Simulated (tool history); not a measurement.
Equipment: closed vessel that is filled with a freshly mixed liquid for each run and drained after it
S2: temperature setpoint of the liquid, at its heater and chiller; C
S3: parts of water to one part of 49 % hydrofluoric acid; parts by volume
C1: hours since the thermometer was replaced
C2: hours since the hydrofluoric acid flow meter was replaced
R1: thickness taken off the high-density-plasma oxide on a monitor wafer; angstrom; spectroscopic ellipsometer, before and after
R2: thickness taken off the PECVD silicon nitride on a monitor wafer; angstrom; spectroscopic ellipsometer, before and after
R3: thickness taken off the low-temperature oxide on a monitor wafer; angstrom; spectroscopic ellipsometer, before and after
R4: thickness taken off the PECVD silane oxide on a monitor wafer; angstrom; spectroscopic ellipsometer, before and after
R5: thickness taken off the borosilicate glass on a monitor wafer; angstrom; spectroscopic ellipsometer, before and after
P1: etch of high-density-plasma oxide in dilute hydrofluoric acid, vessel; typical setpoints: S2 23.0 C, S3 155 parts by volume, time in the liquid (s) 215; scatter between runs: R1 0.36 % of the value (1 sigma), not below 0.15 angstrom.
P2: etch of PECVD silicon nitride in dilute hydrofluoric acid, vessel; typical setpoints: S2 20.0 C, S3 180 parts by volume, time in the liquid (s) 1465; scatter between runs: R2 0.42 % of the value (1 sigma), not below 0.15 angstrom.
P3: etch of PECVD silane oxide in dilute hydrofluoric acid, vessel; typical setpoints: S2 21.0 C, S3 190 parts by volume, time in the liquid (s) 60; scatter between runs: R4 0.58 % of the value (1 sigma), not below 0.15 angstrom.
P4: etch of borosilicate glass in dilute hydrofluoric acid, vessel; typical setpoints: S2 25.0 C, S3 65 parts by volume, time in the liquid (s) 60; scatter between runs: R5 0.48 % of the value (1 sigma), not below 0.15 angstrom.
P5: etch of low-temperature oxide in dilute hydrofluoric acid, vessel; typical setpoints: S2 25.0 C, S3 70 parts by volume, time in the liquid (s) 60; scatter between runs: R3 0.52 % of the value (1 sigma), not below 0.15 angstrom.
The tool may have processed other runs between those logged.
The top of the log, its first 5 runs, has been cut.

run 6 hour=77.6 | process_that_ran=P3 S2=21.0 S3=190 time_in_the_liquid_(s)=30 | C1=321.3 C2=315.3 | R4=21.396
run 7 hour=94.2 | process_that_ran=P2 S2=20.0 S3=305 time_in_the_liquid_(s)=1465 | C1=337.9 C2=331.9 | R2=219.22
run 8 hour=110.5 | process_that_ran=P5 S2=25.0 S3=70 time_in_the_liquid_(s)=100 | C1=354.2 C2=348.2 | R3=545.03
run 9 hour=123.7 | process_that_ran=P3 S2=21.0 S3=190 time_in_the_liquid_(s)=60 | C1=367.4 C2=361.4 | R4=42.363
run 10 hour=131.9 | process_that_ran=P1 S2=17.0 S3=155 time_in_the_liquid_(s)=215 | C1=375.6 C2=369.6 | R1=49.2390
run 11 hour=150.3 | process_that_ran=P3 S2=21.0 S3=275 time_in_the_liquid_(s)=60 | C1=394.0 C2=388.0 | R4=27.019
run 12 hour=159.8 | process_that_ran=P1 S2=23.0 S3=155 time_in_the_liquid_(s)=215 | C1=403.5 C2=397.5 | R1=62.7480
run 13 hour=172.0 | process_that_ran=P1 S2=28.5 S3=155 time_in_the_liquid_(s)=215 | C1=415.7 C2=409.7 | R1=77.2880
run 14 hour=189.5 | process_that_ran=P4 S2=25.0 S3=65 time_in_the_liquid_(s)=100 | C1=433.2 C2=427.2 | R5=586.91
run 15 hour=207.9 | process_that_ran=P1 S2=23.0 S3=155 time_in_the_liquid_(s)=70 | C1=451.6 C2=445.6 | R1=20.5200
run 16 hour=221.2 | process_that_ran=P1 S2=23.0 S3=230 time_in_the_liquid_(s)=215 | C1=464.9 C2=458.9 | R1=39.0800
run 17 hour=233.2 | process_that_ran=P4 S2=25.0 S3=90 time_in_the_liquid_(s)=60 | C1=476.9 C2=470.9 | R5=243.17
run 18 hour=244.8 | process_that_ran=P1 S2=23.0 S3=155 time_in_the_liquid_(s)=215 | C1=488.5 C2=482.5 | R1=62.3620
run 19 hour=255.6 | process_that_ran=P4 S2=25.0 S3=65 time_in_the_liquid_(s)=60 | C1=499.3 C2=493.3 | R5=349.33
run 20 hour=269.4 | process_that_ran=P3 S2=26.0 S3=190 time_in_the_liquid_(s)=60 | C1=513.1 C2=507.1 | R4=51.688
run 21 hour=282.6 | process_that_ran=P2 S2=20.0 S3=180 time_in_the_liquid_(s)=2820 | C1=526.3 C2=520.3 | R2=708.95
run 22 hour=293.7 | process_that_ran=P4 S2=31.0 S3=65 time_in_the_liquid_(s)=60 | C1=537.4 C2=531.4 | R5=442.96
run 23 hour=308.6 | process_that_ran=P1 S2=23.0 S3=155 time_in_the_liquid_(s)=215 | C1=552.3 C2=546.3 | R1=63.3290
run 24 hour=320.1 | process_that_ran=P3 S2=21.0 S3=190 time_in_the_liquid_(s)=60 | C1=563.8 C2=557.8 | R4=42.763
run 25 hour=338.0 | process_that_ran=P4 S2=25.0 S3=65 time_in_the_liquid_(s)=60 | C1=581.7 C2=575.7 | R5=348.13
run 26 hour=346.8 | process_that_ran=P5 S2=25.0 S3=70 time_in_the_liquid_(s)=60 | C1=590.5 C2=584.5 | R3=326.62
run 27 hour=357.1 | process_that_ran=P2 S2=17.0 S3=180 time_in_the_liquid_(s)=1465 | C1=600.8 C2=594.8 | R2=297.96
run 28 hour=371.8 | process_that_ran=P1 S2=23.0 S3=155 time_in_the_liquid_(s)=215 | C1=615.5 C2=609.5 | R1=62.5430

Run 29 comes next. What will it give?
run 29 hour=385.0 | process_that_ran=P1 S2=23.0 S3=65 time_in_the_liquid_(s)=215 | C1=628.7 C2=622.7 | R1=?

Run 29 yielded R1 167.0900 angstrom.

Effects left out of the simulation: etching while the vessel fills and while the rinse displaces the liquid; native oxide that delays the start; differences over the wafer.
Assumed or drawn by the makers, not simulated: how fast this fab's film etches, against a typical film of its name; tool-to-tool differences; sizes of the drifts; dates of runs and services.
